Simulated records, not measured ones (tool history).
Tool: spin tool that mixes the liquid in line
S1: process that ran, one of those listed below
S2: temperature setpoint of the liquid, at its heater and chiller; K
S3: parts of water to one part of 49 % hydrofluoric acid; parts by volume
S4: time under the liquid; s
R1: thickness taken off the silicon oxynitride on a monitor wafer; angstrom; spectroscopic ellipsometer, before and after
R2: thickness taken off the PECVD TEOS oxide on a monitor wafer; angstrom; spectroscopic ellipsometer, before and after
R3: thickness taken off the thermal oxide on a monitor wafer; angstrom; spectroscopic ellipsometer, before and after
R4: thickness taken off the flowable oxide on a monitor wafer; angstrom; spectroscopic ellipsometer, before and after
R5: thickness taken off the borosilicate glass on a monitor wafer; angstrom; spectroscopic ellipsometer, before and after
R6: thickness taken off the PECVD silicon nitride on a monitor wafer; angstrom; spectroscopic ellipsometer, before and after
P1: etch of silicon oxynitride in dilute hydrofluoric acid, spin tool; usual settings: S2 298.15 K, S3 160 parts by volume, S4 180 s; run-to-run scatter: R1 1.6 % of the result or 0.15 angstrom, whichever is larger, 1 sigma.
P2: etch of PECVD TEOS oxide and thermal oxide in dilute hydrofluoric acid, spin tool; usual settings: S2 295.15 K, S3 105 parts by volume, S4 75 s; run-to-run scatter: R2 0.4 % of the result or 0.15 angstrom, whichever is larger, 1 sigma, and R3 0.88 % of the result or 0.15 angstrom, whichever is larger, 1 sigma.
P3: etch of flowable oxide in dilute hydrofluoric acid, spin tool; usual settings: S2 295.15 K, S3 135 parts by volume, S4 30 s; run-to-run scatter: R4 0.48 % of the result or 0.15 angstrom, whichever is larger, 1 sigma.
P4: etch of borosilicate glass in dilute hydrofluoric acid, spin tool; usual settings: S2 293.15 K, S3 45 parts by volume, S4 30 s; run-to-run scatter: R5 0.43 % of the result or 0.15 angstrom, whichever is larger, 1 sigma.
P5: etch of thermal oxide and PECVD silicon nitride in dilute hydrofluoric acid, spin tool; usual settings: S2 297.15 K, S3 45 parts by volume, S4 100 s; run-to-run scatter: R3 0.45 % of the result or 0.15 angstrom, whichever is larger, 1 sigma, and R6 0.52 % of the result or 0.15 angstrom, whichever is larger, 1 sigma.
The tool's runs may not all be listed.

run,day,S1,S2,S3,S4,R1,R2,R3,R4,R5,R6
1,0.175,P1,298.15,160,180,16.1600,,,,,
2,0.525,P2,301.15,105,75,,239.30,37.539,,,
3,0.871,P1,290.15,160,180,10.9270,,,,,
4,1.258,P2,295.15,105,150,,380.21,59.001,,,
5,1.483,P2,295.15,105,75,,189.65,29.364,,,
6,1.721,P1,303.65,160,180,20.3570,,,,,
7,1.962,P3,295.15,135,15,,,,44.575,,
8,2.358,P1,298.15,160,180,16.0270,,,,,
9,2.562,P4,290.15,45,30,,,,,171.190,
10,2.750,P5,297.15,25,100,,,209.990,,,154.370
11,3.012,P1,292.65,45,180,47.6880,,,,,
12,3.333,P1,298.15,260,180,9.3069,,,,,
13,3.612,P3,295.15,135,30,,,,88.790,,
14,3.846,P1,298.15,160,295,26.3130,,,,,
15,4.192,P2,295.15,25,75,,884.85,135.410,,,
16,4.367,P4,293.15,45,30,,,,,196.360,
17,4.754,P1,298.15,160,15,1.3470,,,,,
18,5.054,P2,295.15,105,75,,189.74,29.364,,,
19,5.246,P5,303.65,45,100,,,149.410,,,133.090
20,5.617,P1,298.15,160,180,15.9090,,,,,
21,5.838,P3,295.15,45,30,,,,297.370,,
22,6.129,P4,293.15,45,15,,,,,98.192,
23,6.342,P4,293.15,45,30,,,,,194.190,
24,6.604,P1,298.15,160,180,15.9740,,,,,
25,6.900,P1,298.15,160,180,16.3040,,,,,
26,7.175,P5,297.15,45,100,,,114.130,,,87.081
27,7.425,P4,293.15,75,30,,,,,113.130,
28,7.800,P5,297.15,45,45,,,50.952,,,39.035
29,8.138,P3,295.15,135,30,,,,89.390,,
30,8.317,P1,298.15,80,180,34.4420,,,,,
31,8.688,P1,305.65,90,180,43.3960,,,,,
32,9.062,P3,290.15,135,30,,,,72.924,,
33,9.388,P1,298.15,160,180,16.1180,,,,,
34,9.696,P1,298.15,160,180,15.1510,,,,,
35,10.071,P1,298.15,160,180,15.2440,,,,,
36,10.321,P1,298.15,160,180,15.1200,,,,,
37,10.708,P1,298.15,160,180,14.4960,,,,,
38,10.954,P1,298.15,160,180,14.0470,,,,,
39,11.229,P1,298.15,160,180,14.1920,,,,,
40,11.417,P1,298.15,160,180,14.3100,,,,,
41,11.612,P1,298.15,160,180,13.8810,,,,,
42,11.854,P1,298.15,160,180,15.0840,,,,,

What P1 gives has crept away from where it was. These 2 causes fit the log equally well, each at the size given:
A: hydrofluoric acid flow below the setpoint (%) = 9.23
B: liquid colder than its thermometer reads (K) = 2.41
The creep began at about day 9.388.

4 check runs are offered, one wafer each, their results left as question marks. Which one tells the causes apart?
check 1,12.096,P5,303.15,45,100,,,?,,,?
check 2,12.096,P3,290.15,70,30,,,,?,,
check 3,12.096,P4,290.15,45,15,,,,,?,
check 4,12.096,P2,295.15,30,145,,?,?,,,

What each check would give under each cause:
check,result,if A,if B
check 1,R3,131.190,132.250
check 1,R6,117.890,110.850
check 2,R4,135.590,135.590
check 3,R5,77.493,77.177
check 4,R2,1270.40,1267.10
check 4,R3,196.980,196.480
How far apart the two closest causes lie, in the result that separates them most: check 1 6.15 %; check 2 0 %; check 3 0.41 %; check 4 0.25 %
Check 1 tells the causes apart: in the others they would give nearly the same result.

Check 1 was then run and gave: R3 131.810 angstrom; R6 109.790 angstrom. Which cause is it?

It is B: liquid colder than its thermometer reads (K).

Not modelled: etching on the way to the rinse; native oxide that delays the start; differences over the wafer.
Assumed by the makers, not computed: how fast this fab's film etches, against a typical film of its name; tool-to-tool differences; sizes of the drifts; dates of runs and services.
